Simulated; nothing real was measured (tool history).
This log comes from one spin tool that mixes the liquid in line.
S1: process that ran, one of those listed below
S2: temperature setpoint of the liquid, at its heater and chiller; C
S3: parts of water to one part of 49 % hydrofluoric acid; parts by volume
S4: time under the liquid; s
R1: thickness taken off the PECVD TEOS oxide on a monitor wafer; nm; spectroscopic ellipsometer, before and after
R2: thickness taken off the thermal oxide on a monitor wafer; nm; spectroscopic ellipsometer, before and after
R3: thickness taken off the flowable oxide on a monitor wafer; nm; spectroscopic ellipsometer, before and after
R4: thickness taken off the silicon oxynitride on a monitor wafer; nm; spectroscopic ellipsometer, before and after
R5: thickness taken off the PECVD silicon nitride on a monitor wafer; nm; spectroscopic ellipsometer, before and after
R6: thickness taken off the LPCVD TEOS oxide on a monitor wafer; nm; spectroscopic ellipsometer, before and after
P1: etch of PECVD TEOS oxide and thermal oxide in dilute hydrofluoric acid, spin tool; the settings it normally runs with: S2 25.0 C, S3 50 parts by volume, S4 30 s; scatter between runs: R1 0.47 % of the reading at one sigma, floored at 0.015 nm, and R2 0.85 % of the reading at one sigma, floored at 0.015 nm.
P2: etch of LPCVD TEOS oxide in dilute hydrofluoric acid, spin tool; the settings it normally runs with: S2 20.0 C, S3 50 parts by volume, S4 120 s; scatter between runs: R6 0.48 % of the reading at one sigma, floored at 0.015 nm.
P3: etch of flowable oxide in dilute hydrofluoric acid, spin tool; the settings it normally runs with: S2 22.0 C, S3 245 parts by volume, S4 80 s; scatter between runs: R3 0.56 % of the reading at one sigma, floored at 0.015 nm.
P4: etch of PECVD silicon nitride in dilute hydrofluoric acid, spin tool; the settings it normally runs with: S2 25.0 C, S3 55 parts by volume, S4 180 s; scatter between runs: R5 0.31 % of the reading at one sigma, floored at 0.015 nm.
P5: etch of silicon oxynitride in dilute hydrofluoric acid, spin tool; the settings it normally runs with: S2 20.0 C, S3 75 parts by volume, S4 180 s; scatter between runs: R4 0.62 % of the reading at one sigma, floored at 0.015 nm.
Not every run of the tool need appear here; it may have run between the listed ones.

Run 1, hour 12.0: S1 P1, S2 25.0 C, S3 50 parts by volume, S4 30 s. Result: R1 10.4240 nm, R2 3.2560 nm.
Run 2, hour 20.7: S1 P3, S2 22.0 C, S3 245 parts by volume, S4 80 s. Result: R3 9.7989 nm.
Run 3, hour 29.2: S1 P1, S2 25.0 C, S3 50 parts by volume, S4 30 s. Result: R1 10.4580 nm, R2 3.2718 nm.
Run 4, hour 36.7: S1 P1, S2 30.0 C, S3 50 parts by volume, S4 30 s. Result: R1 12.7980 nm, R2 3.9806 nm.
Run 5, hour 48.7: S1 P5, S2 28.0 C, S3 75 parts by volume, S4 180 s. Result: R4 4.8509 nm.
Run 6, hour 55.0: S1 P4, S2 25.0 C, S3 20 parts by volume, S4 180 s. Result: R5 31.329 nm.
Run 7, hour 65.7: S1 P1, S2 25.0 C, S3 50 parts by volume, S4 15 s. Result: R1 5.2216 nm, R2 1.6374 nm.
Run 8, hour 78.0: S1 P3, S2 18.0 C, S3 245 parts by volume, S4 80 s. Result: R3 8.4542 nm.
Run 9, hour 89.7: S1 P4, S2 25.0 C, S3 55 parts by volume, S4 360 s. Result: R5 23.526 nm.
Run 10, hour 95.2: S1 P1, S2 32.5 C, S3 35 parts by volume, S4 30 s. Result: R1 20.5520 nm, R2 6.4735 nm.
Run 11, hour 106.8: S1 P2, S2 20.0 C, S3 20 parts by volume, S4 120 s. Result: R6 93.027 nm.
Run 12, hour 118.7: S1 P1, S2 25.0 C, S3 50 parts by volume, S4 30 s. Result: R1 10.4830 nm, R2 3.3489 nm.
Run 13, hour 127.3: S1 P5, S2 20.0 C, S3 135 parts by volume, S4 180 s. Result: R4 1.7288 nm.
Run 14, hour 139.6: S1 P3, S2 22.0 C, S3 245 parts by volume, S4 80 s. Result: R3 9.7272 nm.
Run 15, hour 149.0: S1 P1, S2 32.0 C, S3 70 parts by volume, S4 30 s. Result: R1 9.5099 nm, R2 3.0172 nm.
Run 16, hour 155.9: S1 P4, S2 25.0 C, S3 55 parts by volume, S4 180 s. Result: R5 11.816 nm.
Run 17, hour 164.1: S1 P1, S2 25.0 C, S3 50 parts by volume, S4 55 s. Result: R1 19.0340 nm, R2 5.9848 nm.
Run 18, hour 173.8: S1 P1, S2 25.0 C, S3 50 parts by volume, S4 30 s. Result: R1 10.4360 nm, R2 3.2659 nm.
Run 19, hour 181.0: S1 P2, S2 20.0 C, S3 50 parts by volume, S4 235 s. Result: R6 70.424 nm.
Run 20, hour 193.0: S1 P4, S2 32.5 C, S3 55 parts by volume, S4 180 s. Result: R5 19.038 nm.
Run 21, hour 199.5: S1 P2, S2 20.0 C, S3 50 parts by volume, S4 120 s. Result: R6 35.380 nm.
At hour 211.1: thermometer replaced.
Run 22, hour 211.2: S1 P3, S2 22.0 C, S3 245 parts by volume, S4 140 s. Result: R3 17.1160 nm.
Run 23, hour 219.3: S1 P1, S2 25.0 C, S3 20 parts by volume, S4 30 s. Result: R1 27.4050 nm, R2 8.5255 nm.
Run 24, hour 231.4: S1 P5, S2 20.0 C, S3 75 parts by volume, S4 180 s. Result: R4 3.2983 nm.
Run 25, hour 239.6: S1 P1, S2 25.0 C, S3 50 parts by volume, S4 30 s. Result: R1 10.5200 nm, R2 3.2569 nm.
Run 26, hour 248.4: S1 P1, S2 25.0 C, S3 80 parts by volume, S4 15 s. Result: R1 3.1497 nm, R2 1.0030 nm.
Run 27, hour 258.5: S1 P2, S2 17.0 C, S3 50 parts by volume, S4 120 s. Result: R6 31.636 nm.
Run 28, hour 269.6: S1 P5, S2 20.0 C, S3 75 parts by volume, S4 180 s. Result: R4 3.2908 nm.
Run 29, hour 278.5: S1 P1, S2 25.0 C, S3 50 parts by volume, S4 30 s. Result: R1 10.4400 nm, R2 3.2006 nm.
Run 30, hour 285.0: S1 P3, S2 22.0 C, S3 100 parts by volume, S4 80 s. Result: R3 28.0070 nm.
Run 31, hour 292.1: S1 P1, S2 25.0 C, S3 50 parts by volume, S4 30 s. Result: R1 10.4710 nm, R2 3.3057 nm.
Run 32, hour 297.9: S1 P1, S2 21.0 C, S3 50 parts by volume, S4 30 s. Result: R1 8.8973 nm, R2 2.7578 nm.

What does the tool deliver on the next run?
Run 33, hour 303.9: S1 P1, S2 25.0 C, S3 75 parts by volume, S4 30 s. Result: R1 ?, R2 ?.

R1: 6.7285 nm
R2: 2.1132 nm
